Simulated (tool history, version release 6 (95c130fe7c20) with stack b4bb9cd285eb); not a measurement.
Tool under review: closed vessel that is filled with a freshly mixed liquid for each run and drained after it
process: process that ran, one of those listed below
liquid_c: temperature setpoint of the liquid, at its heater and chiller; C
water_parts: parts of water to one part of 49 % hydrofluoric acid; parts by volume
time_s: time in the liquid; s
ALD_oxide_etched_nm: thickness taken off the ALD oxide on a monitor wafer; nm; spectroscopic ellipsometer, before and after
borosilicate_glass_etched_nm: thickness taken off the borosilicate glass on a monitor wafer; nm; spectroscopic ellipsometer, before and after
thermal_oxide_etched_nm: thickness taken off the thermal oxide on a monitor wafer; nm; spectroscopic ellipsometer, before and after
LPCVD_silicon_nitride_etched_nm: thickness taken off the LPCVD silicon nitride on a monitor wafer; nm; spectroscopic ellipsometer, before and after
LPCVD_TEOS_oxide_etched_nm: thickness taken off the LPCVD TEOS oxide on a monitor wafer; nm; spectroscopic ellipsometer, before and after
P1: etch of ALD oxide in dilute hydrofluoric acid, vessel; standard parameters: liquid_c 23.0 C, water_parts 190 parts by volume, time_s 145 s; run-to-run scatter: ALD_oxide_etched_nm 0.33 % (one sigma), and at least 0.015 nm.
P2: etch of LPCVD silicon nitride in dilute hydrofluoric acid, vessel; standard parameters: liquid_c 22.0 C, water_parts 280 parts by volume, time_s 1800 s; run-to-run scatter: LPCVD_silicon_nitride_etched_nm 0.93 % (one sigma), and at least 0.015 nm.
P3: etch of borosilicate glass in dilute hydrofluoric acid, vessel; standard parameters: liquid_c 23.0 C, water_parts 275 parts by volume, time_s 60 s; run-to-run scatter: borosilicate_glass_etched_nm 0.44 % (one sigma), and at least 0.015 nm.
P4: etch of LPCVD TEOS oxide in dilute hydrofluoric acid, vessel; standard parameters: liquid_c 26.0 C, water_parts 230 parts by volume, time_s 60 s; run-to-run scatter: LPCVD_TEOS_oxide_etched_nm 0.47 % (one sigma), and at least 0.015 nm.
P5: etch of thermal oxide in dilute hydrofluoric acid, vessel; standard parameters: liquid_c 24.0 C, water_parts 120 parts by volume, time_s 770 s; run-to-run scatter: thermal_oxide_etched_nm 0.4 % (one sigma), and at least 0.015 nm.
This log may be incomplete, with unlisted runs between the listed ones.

run	hour	process	liquid_c	water_parts	time_s	hours since the thermometer was replaced	hours since the hydrofluoric acid flow meter was replaced	ALD_oxide_etched_nm	borosilicate_glass_etched_nm	thermal_oxide_etched_nm	LPCVD_silicon_nitride_etched_nm	LPCVD_TEOS_oxide_etched_nm
1	8.3	P1	23.0	190	145	485.7	302.3	15.5290				
2	21.6	P1	23.0	70	145	499.0	315.6	48.4540				
3	35.6	P3	23.0	40	60	513.0	329.6		48.5350			
4	49.4	P5	24.0	120	1385	526.8	343.4			54.561		
5	62.7	P1	23.0	190	30	540.1	356.7	3.2429				
6	71.8	P1	23.0	190	145	549.2	365.8	15.5520				
7	83.2	P1	29.0	190	145	560.6	377.2	19.4470				
8	99.5	P2	26.0	280	1800	576.9	393.5				3.8212	
9	107.6	P1	17.0	190	275	585.0	401.6	23.4420				
10	120.3	P1	27.0	190	215	597.7	414.3	26.7130				
11	135.7	P1	23.0	270	145	613.1	429.7	10.0900				
12	144.9	P3	17.0	275	60	622.3	438.9		4.3331			
13	156.4	P2	22.0	280	3500	633.8	450.4				5.7325	
14	172.2	P4	26.0	230	30	649.6	466.2					3.7025
15	184.8	P1	23.0	190	145	662.2	478.8	15.4960				
16	196.4	P1	23.0	190	145	673.8	490.4	15.5880				
17	212.5	P1	23.0	190	145	689.9	506.5	15.6070				
18	225.1	P4	26.0	230	60	702.5	519.1					7.4824
19	233.6	P3	23.0	275	60	711.0	527.6		5.4483			
20	247.6	P5	24.0	120	770	725.0	541.6			30.530		
21	258.0	P5	24.0	200	770	735.4	552.0			16.678		
22	273.3	P3	23.0	275	60	750.7	567.3		5.4702			
23	286.9	P5	24.0	120	770	764.3	580.9			30.469		
24	294.4	P1	17.0	190	145	771.8	588.4	12.3350				
25	308.9	P5	17.5	120	770	786.3	602.9			23.394		
26	316.7	P3	23.0	275	30	794.1	610.7		2.7324			
27	332.8	P4	32.0	230	60	810.2	626.8					9.2195
28	343.8	P1	23.0	190	275	821.2	637.8	29.6080				
29	358.6	P1	18.0	90	145	836.0	652.6	30.0800				
30	373.6	P2	22.0	280	1800	851.0	667.6				2.9889	
31	382.0	P4	26.0	50	60	859.4	676.0					42.6760
32	394.3	P2	22.0	465	1800	871.7	688.3				1.8178	
33	406.4	P1	23.0	190	145	883.8	700.4	15.6240				
34	414.6	P1	23.0	190	145	892.0	708.6	15.2580				
35	430.2	P1	23.0	190	145	907.6	724.2	14.6250				
36	444.8	P1	23.0	190	145	922.2	738.8	14.5120				

Predict the results of run 37:
37	453.7	P1	23.0	190	145	931.1	747.7	?				

ALD_oxide_etched_nm: 14.5300 nm
